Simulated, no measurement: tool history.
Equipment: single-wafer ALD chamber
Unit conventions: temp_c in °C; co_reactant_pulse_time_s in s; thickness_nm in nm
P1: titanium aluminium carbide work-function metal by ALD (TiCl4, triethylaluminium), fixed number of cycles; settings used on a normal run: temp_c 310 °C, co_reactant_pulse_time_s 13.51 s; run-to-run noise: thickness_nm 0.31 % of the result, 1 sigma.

Run 1, hour 11: temp_c 310 °C, co_reactant_pulse_time_s 13.51 s. Result: thickness_nm 2.1685 nm.
Run 2, hour 29.5: temp_c 289 °C, co_reactant_pulse_time_s 13.51 s. Result: thickness_nm 1.9789 nm.
Run 3, hour 41.4: temp_c 310 °C, co_reactant_pulse_time_s 13.51 s. Result: thickness_nm 2.1619 nm.
Run 4, hour 58.7: temp_c 334 °C, co_reactant_pulse_time_s 7.13 s. Result: thickness_nm 2.2116 nm.
Run 5, hour 73.6: temp_c 334 °C, co_reactant_pulse_time_s 13.51 s. Result: thickness_nm 2.3921 nm.
Run 6, hour 89.7: temp_c 300 °C, co_reactant_pulse_time_s 7.9 s. Result: thickness_nm 1.9517 nm.
Run 7, hour 108.8: temp_c 310 °C, co_reactant_pulse_time_s 5.46 s. Result: thickness_nm 1.8578 nm.
Run 8, hour 121.2: temp_c 322 °C, co_reactant_pulse_time_s 7.21 s. Result: thickness_nm 2.103 nm.
At hour 126.7: thermocouple changed; heater temperature recalibrated.
Run 9, hour 135.3: temp_c 310 °C, co_reactant_pulse_time_s 13.51 s. Result: thickness_nm 2.1575 nm.
Run 10, hour 149.1: temp_c 310 °C, co_reactant_pulse_time_s 13.51 s. Result: thickness_nm 2.1613 nm.
Run 11, hour 161.8: temp_c 310 °C, co_reactant_pulse_time_s 19.62 s. Result: thickness_nm 2.1804 nm.
Run 12, hour 174.7: temp_c 310 °C, co_reactant_pulse_time_s 13.51 s. Result: thickness_nm 2.1734 nm.
Run 13, hour 189.6: temp_c 310 °C, co_reactant_pulse_time_s 13.51 s. Result: thickness_nm 2.1592 nm.
Run 14, hour 202.1: temp_c 310 °C, co_reactant_pulse_time_s 13.51 s. Result: thickness_nm 2.1427 nm.
Run 15, hour 217.3: temp_c 310 °C, co_reactant_pulse_time_s 13.51 s. Result: thickness_nm 2.1392 nm.
Run 16, hour 231: temp_c 310 °C, co_reactant_pulse_time_s 13.51 s. Result: thickness_nm 2.133 nm.
Run 17, hour 239.9: temp_c 310 °C, co_reactant_pulse_time_s 13.51 s. Result: thickness_nm 2.1266 nm.
Run 18, hour 252.2: temp_c 310 °C, co_reactant_pulse_time_s 13.51 s. Result: thickness_nm 2.1226 nm.
Run 19, hour 269.8: temp_c 310 °C, co_reactant_pulse_time_s 13.51 s. Result: thickness_nm 2.1215 nm.

Something has made what P1 gives creep away from where it was; the 2 causes below, each at its own stated size, fit the log equally well:
A: wafer temperature below the value expected at the setpoint (K) = 4.98
B: triethylaluminium dose below that of a fresh bottle (%) = 24.8
The creep began at about hour 189.6.

Of the 4 check runs listed below, each run on one wafer and each result written as a question mark, which would let you distinguish the listed causes because they would give clearly different results?
Run check 1, hour 287.4: temp_c 295 °C, co_reactant_pulse_time_s 13.51 s. Result: thickness_nm ?.
Run check 2, hour 287.4: temp_c 321 °C, co_reactant_pulse_time_s 13.51 s. Result: thickness_nm ?.
Run check 3, hour 287.4: temp_c 327 °C, co_reactant_pulse_time_s 13.51 s. Result: thickness_nm ?.
Run check 4, hour 287.4: temp_c 310 °C, co_reactant_pulse_time_s 8.05 s. Result: thickness_nm ?.

Expected result of each check under each candidate cause:
  check        result    if A    if B
check 1  thickness_nm  1.9834  1.9857
check 2  thickness_nm  2.2181  2.2165
check 3  thickness_nm  2.2729  2.2703
check 4  thickness_nm  2.0052  1.9132
Minimum pairwise separation of causes per check, each pair taken at its best-separating result: check 1 0.12 %; check 2 0.07 %; check 3 0.11 %; check 4 4.7 %
Only in check 4 would the causes give clearly different results; in the remaining checks their results would be nearly the same.

The results of check 4 are: thickness_nm 2.0086 nm. Based on these, which of the listed causes is it?

Of the candidate causes, it is A: wafer temperature below the value expected at the setpoint (K).

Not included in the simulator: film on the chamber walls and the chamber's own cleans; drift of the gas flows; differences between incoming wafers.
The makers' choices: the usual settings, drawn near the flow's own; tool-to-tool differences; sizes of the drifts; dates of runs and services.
